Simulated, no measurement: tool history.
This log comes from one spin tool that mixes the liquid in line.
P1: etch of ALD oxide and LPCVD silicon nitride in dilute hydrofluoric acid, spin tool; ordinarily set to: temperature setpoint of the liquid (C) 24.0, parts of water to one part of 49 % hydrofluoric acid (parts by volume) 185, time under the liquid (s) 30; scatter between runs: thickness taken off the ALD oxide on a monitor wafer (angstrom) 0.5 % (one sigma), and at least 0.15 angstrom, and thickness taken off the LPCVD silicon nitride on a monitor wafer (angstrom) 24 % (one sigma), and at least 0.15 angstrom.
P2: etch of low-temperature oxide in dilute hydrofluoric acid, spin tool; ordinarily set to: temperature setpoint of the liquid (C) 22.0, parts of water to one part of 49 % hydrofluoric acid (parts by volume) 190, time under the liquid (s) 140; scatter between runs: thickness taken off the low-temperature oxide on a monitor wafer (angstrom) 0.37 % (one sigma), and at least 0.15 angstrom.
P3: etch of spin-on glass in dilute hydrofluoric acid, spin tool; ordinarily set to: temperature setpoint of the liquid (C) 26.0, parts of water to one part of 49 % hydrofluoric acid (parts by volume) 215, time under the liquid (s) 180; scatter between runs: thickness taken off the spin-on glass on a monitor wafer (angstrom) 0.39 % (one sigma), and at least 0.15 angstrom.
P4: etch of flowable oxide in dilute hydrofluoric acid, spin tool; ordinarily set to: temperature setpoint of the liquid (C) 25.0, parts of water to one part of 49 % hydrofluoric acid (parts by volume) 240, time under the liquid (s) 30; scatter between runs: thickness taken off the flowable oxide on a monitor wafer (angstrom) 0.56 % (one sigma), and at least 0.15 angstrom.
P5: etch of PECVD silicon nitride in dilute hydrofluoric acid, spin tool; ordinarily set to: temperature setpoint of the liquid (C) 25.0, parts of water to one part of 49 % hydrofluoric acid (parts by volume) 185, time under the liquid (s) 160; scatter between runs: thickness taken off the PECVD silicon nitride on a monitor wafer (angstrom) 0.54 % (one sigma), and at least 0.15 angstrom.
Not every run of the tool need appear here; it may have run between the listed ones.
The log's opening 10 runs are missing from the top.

run   hour  process that ran  temperature setpoint of the liquid (C)  parts of water to one part of 49 % hydrofluoric acid (parts by volume)  time under the liquid (s)  hours since the thermometer was replaced  hours since the hydrofluoric acid flow meter was replaced  thickness taken off the ALD oxide on a monitor wafer (angstrom)  thickness taken off the LPCVD silicon nitride on a monitor wafer (angstrom)  thickness taken off the spin-on glass on a monitor wafer (angstrom)  thickness taken off the flowable oxide on a monitor wafer (angstrom)  thickness taken off the PECVD silicon nitride on a monitor wafer (angstrom)  thickness taken off the low-temperature oxide on a monitor wafer (angstrom)
 11   42.9                P2                                    22.0                                                                     305                        140                                     491.3                                                     1620.3                                                                                                                                                                                                                                                                                                                                                                                                                                            41.3800
 12   45.4                P1                                    24.0                                                                      50                         30                                     493.8                                                     1622.8                                                          210.580                                                                      3.71750
 13   48.9                P4                                    25.0                                                                     240                         30                                     497.3                                                     1626.3                                                                                                                                                                                                                                                                                   50.713
 14   52.8                P1                                    24.0                                                                     185                         30                                     501.2                                                     1630.2                                                           48.870                                                                      1.37850
 15   56.4                P1                                    24.0                                                                     290                         30                                     504.8                                                     1633.8                                                           27.792                                                                      0.65637
 16   61.9                P5                                    25.0                                                                     275                        160                                     510.3                                                     1639.3                                                                                                                                                                                                                                                                                                                                                                35.770
 17   67.2                P2                                    22.0                                                                     190                        140                                     515.6                                                     1644.6                                                                                                                                                                                                                                                                                                                                                                                                                                            74.8190
 18   70.2                P1                                    24.0                                                                     185                         30                                     518.6                                                     1647.6                                                           48.529                                                                      0.87518
 19   75.6                P1                                    24.0                                                                     185                         15                                     524.0                                                     1653.0                                                           23.976                                                                      0.80938
 20   79.4                P1                                    24.0                                                                     185                         30                                     527.8                                                     1656.8                                                           48.502                                                                      1.44850
 21   83.2                P3                                    19.0                                                                     215                        180                                     531.6                                                     1660.6                                                                                                                                                                                                            166.460
 22   86.1                P1                                    31.0                                                                     185                         30                                     534.5                                                     1663.5                                                           62.466                                                                      0.90092
 23   90.3                P3                                    26.0                                                                     380                        180                                     538.7                                                     1667.7                                                                                                                                                                                                            102.020
 24   93.8                P5                                    25.0                                                                     185                        160                                     542.2                                                     1671.2                                                                                                                                                                                                                                                                                                                                                                52.868
 25   97.1                P1                                    17.0                                                                     185                         30                                     545.5                                                     1674.5                                                           36.859                                                                      0.67896
 26  101.8                P2                                    22.0                                                                     190                         15                                     550.2                                                     1679.2                                                                                                                                                                                                                                                                                                                                                                                                                                             8.2931
 27  106.1                P1                                    24.0                                                                     185                         30                                     554.5                                                     1683.5                                                           48.717                                                                      1.04090
 28  109.0                P4                                    25.0                                                                     335                         30                                     557.4                                                     1686.4                                                                                                                                                                                                                                                                                   32.937
 29  111.6                P5                                    25.0                                                                     185                        250                                     560.0                                                     1689.0                                                                                                                                                                                                                                                                                                                                                                81.989
 30  116.5                P4                                    25.0                                                                     240                         55                                     564.9                                                     1693.9                                                                                                                                                                                                                                                                                   92.563
 31  121.7                P3                                    26.0                                                                     215                        180                                     570.1                                                     1699.1                                                                                                                                                                                                            212.730
 32  126.6                P1                                    24.0                                                                     185                         30                                     575.0                                                     1704.0                                                           48.900                                                                      0.70821
 33  131.5                P1                                    24.0                                                                     185                         30                                     579.9                                                     1708.9                                                           47.201                                                                      0.76832
 34  134.1                P1                                    24.0                                                                     185                         30                                     582.5                                                     1711.5                                                           47.239                                                                      0.82038
 35  136.6                P1                                    24.0                                                                     185                         30                                     585.0                                                     1714.0                                                           46.604                                                                      0.55362

Run 36, settings as shown, results not yet in. Your forecast:
 36  140.2                P1                                    24.0                                                                     185                         30                                     588.6                                                     1717.6                                                                ?                                                                            ?

Logged for run 36: thickness taken off the ALD oxide on a monitor wafer (angstrom) 46.340, thickness taken off the LPCVD silicon nitride on a monitor wafer (angstrom) 0.88438.
